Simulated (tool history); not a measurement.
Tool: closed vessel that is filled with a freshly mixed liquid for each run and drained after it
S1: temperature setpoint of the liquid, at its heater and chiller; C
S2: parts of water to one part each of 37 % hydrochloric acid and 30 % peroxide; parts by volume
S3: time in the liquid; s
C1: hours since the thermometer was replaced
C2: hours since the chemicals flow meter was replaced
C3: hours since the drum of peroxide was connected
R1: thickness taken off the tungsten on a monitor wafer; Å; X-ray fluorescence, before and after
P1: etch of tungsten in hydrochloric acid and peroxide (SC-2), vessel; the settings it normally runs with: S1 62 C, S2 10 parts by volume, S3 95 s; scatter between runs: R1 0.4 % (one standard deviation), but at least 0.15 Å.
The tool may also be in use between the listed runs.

run 1 hour=12.3 | S1=62 S2=10 S3=95 | C1=901.1 C2=333.6 C3=580.2 | R1=437.24
run 2 hour=29 | S1=62 S2=4 S3=95 | C1=917.8 C2=350.3 C3=596.9 | R1=873.02
run 3 hour=41.7 | S1=62 S2=10 S3=95 | C1=930.5 C2=363 C3=609.6 | R1=434.61
run 4 hour=56 | S1=62 S2=10 S3=95 | C1=944.8 C2=377.3 C3=623.9 | R1=440.14
run 5 hour=70.2 | S1=47 S2=10 S3=95 | C1=959 C2=391.5 C3=638.1 | R1=164.73
run 6 hour=83 | S1=72 S2=10 S3=30 | C1=971.8 C2=404.3 C3=650.9 | R1=251.95
run 7 hour=94.6 | S1=62 S2=17.5 S3=95 | C1=983.4 C2=415.9 C3=662.5 | R1=267.69
run 8 hour=104.7 | S1=62 S2=10 S3=95 | C1=993.5 C2=426 C3=672.6 | R1=438.26
run 9 hour=119.1 | S1=62 S2=10 S3=175 | C1=1007.9 C2=440.4 C3=687 | R1=798.38
run 10 hour=130 | S1=72 S2=10 S3=170 | C1=1018.8 C2=451.3 C3=697.9 | R1=1424.5
run 11 hour=142.6 | S1=72 S2=10 S3=95 | C1=1031.4 C2=463.9 C3=710.5 | R1=788.84
run 12 hour=154 | S1=62 S2=10 S3=95 | C1=1042.8 C2=475.3 C3=721.9 | R1=433.78
-- hour=156 chemicals flow meter replaced
run 13 hour=162.1 | S1=69.5 S2=4 S3=95 | C1=1050.9 C2=6.1 C3=730 | R1=1380.2
run 14 hour=176.4 | S1=62 S2=10 S3=30 | C1=1065.2 C2=20.4 C3=744.3 | R1=136.85
run 15 hour=188.2 | S1=62 S2=10 S3=95 | C1=1077 C2=32.2 C3=756.1 | R1=436.47
run 16 hour=195.9 | S1=62 S2=10 S3=95 | C1=1084.7 C2=39.9 C3=763.8 | R1=447.48
run 17 hour=213.3 | S1=62 S2=10 S3=95 | C1=1102.1 C2=57.3 C3=781.2 | R1=457.96
run 18 hour=224.8 | S1=62 S2=10 S3=95 | C1=1113.6 C2=68.8 C3=792.7 | R1=464.64
run 19 hour=235 | S1=62 S2=10 S3=95 | C1=1123.8 C2=79 C3=802.9 | R1=463.5
run 20 hour=245.7 | S1=62 S2=10 S3=95 | C1=1134.5 C2=89.7 C3=813.6 | R1=463.1
run 21 hour=254 | S1=62 S2=10 S3=95 | C1=1142.8 C2=98 C3=821.9 | R1=469.08
run 22 hour=267.4 | S1=62 S2=10 S3=95 | C1=1156.2 C2=111.4 C3=835.3 | R1=470.03
run 23 hour=276.8 | S1=62 S2=10 S3=95 | C1=1165.6 C2=120.8 C3=844.7 | R1=467.53

P1 no longer gives what it gave before; its output has crept away from where it was. The following 2 causes, each at its listed size, fit the log equally well:
A: chemicals flow above the setpoint (%) = 8.83
B: liquid hotter than its thermometer reads (K) = 1.14
The creep began at about hour 188.2.
Excluded causes, each with its reason:
peroxide weaker than its label (%): capped at 8; at that size R1 would change by -7.4 %, too little to explain the creep or opposite to it

The list below offers 4 check runs, each averaging the results of 2 wafers, and shows each result as a question mark. For which of them would the listed causes give clearly different results?
run check 1 hour=286.2 | S1=49 S2=17 S3=95 | R1=?
run check 2 hour=286.2 | S1=62 S2=17 S3=95 | R1=?
run check 3 hour=286.2 | S1=48.5 S2=4 S3=95 | R1=?
run check 4 hour=286.2 | S1=53.5 S2=10 S3=95 | R1=?

Expected result of each check under each candidate cause:
check=check_1 result=R1 if_A=128.47 if_B=128.58
check=check_2 result=R1 if_A=297.09 if_B=295.63
check=check_3 result=R1 if_A=385.72 if_B=393.81
check=check_4 result=R1 if_A=272.49 if_B=273.62
How far apart the two closest causes lie, in the result that separates them most: check 1 0.09 %; check 2 0.49 %; check 3 2.08 %; check 4 0.42 %
The other checks would show nearly matching results whichever cause is true, so check 3 is the only one that separates the causes.

Check 3 was then run and gave: R1 383.95 Å. Which cause is it?

A is the cause: chemicals flow above the setpoint (%).
